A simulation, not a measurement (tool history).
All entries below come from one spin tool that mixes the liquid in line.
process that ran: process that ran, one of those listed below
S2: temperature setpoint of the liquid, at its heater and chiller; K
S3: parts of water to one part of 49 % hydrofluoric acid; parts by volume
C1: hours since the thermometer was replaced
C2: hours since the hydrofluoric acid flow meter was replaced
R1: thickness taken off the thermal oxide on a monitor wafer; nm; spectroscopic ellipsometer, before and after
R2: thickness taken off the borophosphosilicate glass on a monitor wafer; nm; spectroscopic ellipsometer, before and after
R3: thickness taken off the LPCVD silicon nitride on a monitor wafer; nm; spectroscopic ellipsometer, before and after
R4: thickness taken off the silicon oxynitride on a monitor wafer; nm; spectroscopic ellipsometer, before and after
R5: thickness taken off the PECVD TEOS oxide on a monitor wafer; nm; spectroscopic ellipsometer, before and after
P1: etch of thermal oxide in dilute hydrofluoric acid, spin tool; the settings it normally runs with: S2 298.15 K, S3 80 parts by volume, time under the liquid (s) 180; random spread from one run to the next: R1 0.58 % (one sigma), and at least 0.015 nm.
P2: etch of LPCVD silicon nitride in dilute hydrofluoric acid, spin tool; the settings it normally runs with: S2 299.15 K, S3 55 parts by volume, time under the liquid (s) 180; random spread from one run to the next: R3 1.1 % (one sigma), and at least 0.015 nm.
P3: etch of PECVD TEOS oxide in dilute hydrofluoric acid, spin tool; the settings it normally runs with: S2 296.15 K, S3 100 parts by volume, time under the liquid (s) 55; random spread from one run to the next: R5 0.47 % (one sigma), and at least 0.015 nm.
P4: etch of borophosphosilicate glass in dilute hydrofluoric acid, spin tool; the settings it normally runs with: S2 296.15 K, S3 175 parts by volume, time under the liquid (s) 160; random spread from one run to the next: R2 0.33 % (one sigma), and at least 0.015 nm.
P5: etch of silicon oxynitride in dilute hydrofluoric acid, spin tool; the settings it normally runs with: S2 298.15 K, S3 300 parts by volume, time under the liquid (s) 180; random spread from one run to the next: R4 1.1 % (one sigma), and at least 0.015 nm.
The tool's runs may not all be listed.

Run 1, hour 12.5: process that ran P1, S2 298.15 K, S3 80 parts by volume, time under the liquid (s) 180; C1 547.6; C2 1400. Result: R1 11.292 nm.
Run 2, hour 22.8: process that ran P4, S2 296.15 K, S3 175 parts by volume, time under the liquid (s) 270; C1 557.9; C2 1410.3. Result: R2 62.394 nm.
Run 3, hour 34.5: process that ran P1, S2 298.15 K, S3 80 parts by volume, time under the liquid (s) 180; C1 569.6; C2 1422. Result: R1 11.182 nm.
Run 4, hour 45.1: process that ran P2, S2 299.15 K, S3 55 parts by volume, time under the liquid (s) 180; C1 580.2; C2 1432.6. Result: R3 1.7888 nm.
Run 5, hour 51.4: process that ran P1, S2 298.15 K, S3 80 parts by volume, time under the liquid (s) 45; C1 586.5; C2 1438.9. Result: R1 2.8253 nm.
Run 6, hour 65: process that ran P5, S2 298.15 K, S3 300 parts by volume, time under the liquid (s) 180; C1 600.1; C2 1452.5. Result: R4 2.4631 nm.
Run 7, hour 75.4: process that ran P1, S2 298.15 K, S3 80 parts by volume, time under the liquid (s) 180; C1 610.5; C2 1462.9. Result: R1 11.363 nm.
Run 8, hour 86.8: process that ran P3, S2 296.15 K, S3 100 parts by volume, time under the liquid (s) 55; C1 621.9; C2 1474.3. Result: R5 11.218 nm.
Run 9, hour 96.2: process that ran P4, S2 296.15 K, S3 175 parts by volume, time under the liquid (s) 160; C1 631.3; C2 1483.7. Result: R2 36.833 nm.
Run 10, hour 106.1: process that ran P5, S2 298.15 K, S3 455 parts by volume, time under the liquid (s) 180; C1 641.2; C2 1493.6. Result: R4 1.4632 nm.
Run 11, hour 114.7: process that ran P5, S2 298.15 K, S3 300 parts by volume, time under the liquid (s) 180; C1 649.8; C2 1502.2. Result: R4 2.479 nm.
Run 12, hour 126.6: process that ran P1, S2 303.15 K, S3 80 parts by volume, time under the liquid (s) 180; C1 661.7; C2 1514.1. Result: R1 13.798 nm.
Run 13, hour 139.8: process that ran P2, S2 299.15 K, S3 55 parts by volume, time under the liquid (s) 180; C1 674.9; C2 1527.3. Result: R3 1.7739 nm.
Run 14, hour 153.4: process that ran P2, S2 299.15 K, S3 80 parts by volume, time under the liquid (s) 180; C1 688.5; C2 1540.9. Result: R3 1.2616 nm.
Run 15, hour 166.5: process that ran P1, S2 298.15 K, S3 45 parts by volume, time under the liquid (s) 95; C1 701.6; C2 1554. Result: R1 11.058 nm.
Run 16, hour 174.9: process that ran P3, S2 296.15 K, S3 155 parts by volume, time under the liquid (s) 55; C1 710; C2 1562.4. Result: R5 6.8231 nm.
Run 17, hour 184.3: process that ran P1, S2 298.15 K, S3 80 parts by volume, time under the liquid (s) 180; C1 719.4; C2 1571.8. Result: R1 11.264 nm.
Run 18, hour 197: process that ran P1, S2 290.15 K, S3 80 parts by volume, time under the liquid (s) 180; C1 732.1; C2 1584.5. Result: R1 8.2309 nm.
Run 19, hour 206.3: process that ran P1, S2 298.15 K, S3 80 parts by volume, time under the liquid (s) 180; C1 741.4; C2 1593.8. Result: R1 11.188 nm.
Run 20, hour 218.8: process that ran P3, S2 296.15 K, S3 100 parts by volume, time under the liquid (s) 95; C1 753.9; C2 1606.3. Result: R5 19.267 nm.
Run 21, hour 227.3: process that ran P2, S2 307.15 K, S3 55 parts by volume, time under the liquid (s) 180; C1 762.4; C2 1614.8. Result: R3 2.9526 nm.
Run 22, hour 238.8: process that ran P4, S2 296.15 K, S3 175 parts by volume, time under the liquid (s) 160; C1 773.9; C2 1626.3. Result: R2 36.829 nm.
Run 23, hour 248: process that ran P3, S2 290.15 K, S3 100 parts by volume, time under the liquid (s) 55; C1 783.1; C2 1635.5. Result: R5 8.7646 nm.
Run 24, hour 258.8: process that ran P3, S2 296.15 K, S3 100 parts by volume, time under the liquid (s) 55; C1 793.9; C2 1646.3. Result: R5 11.198 nm.
Run 25, hour 272.4: process that ran P5, S2 292.65 K, S3 300 parts by volume, time under the liquid (s) 180; C1 807.5; C2 1659.9. Result: R4 1.9419 nm.
Run 26, hour 280.4: process that ran P1, S2 298.15 K, S3 130 parts by volume, time under the liquid (s) 180; C1 815.5; C2 1667.9. Result: R1 6.5734 nm.
Run 27, hour 294.8: process that ran P5, S2 298.15 K, S3 300 parts by volume, time under the liquid (s) 90; C1 829.9; C2 1682.3. Result: R4 1.1899 nm.

Run 28, settings as shown, results not yet in. Your forecast:
Run 28, hour 305.5: process that ran P4, S2 296.15 K, S3 270 parts by volume, time under the liquid (s) 160; C1 840.6; C2 1693. Result: R2 ?.

R2: 21.733 nm
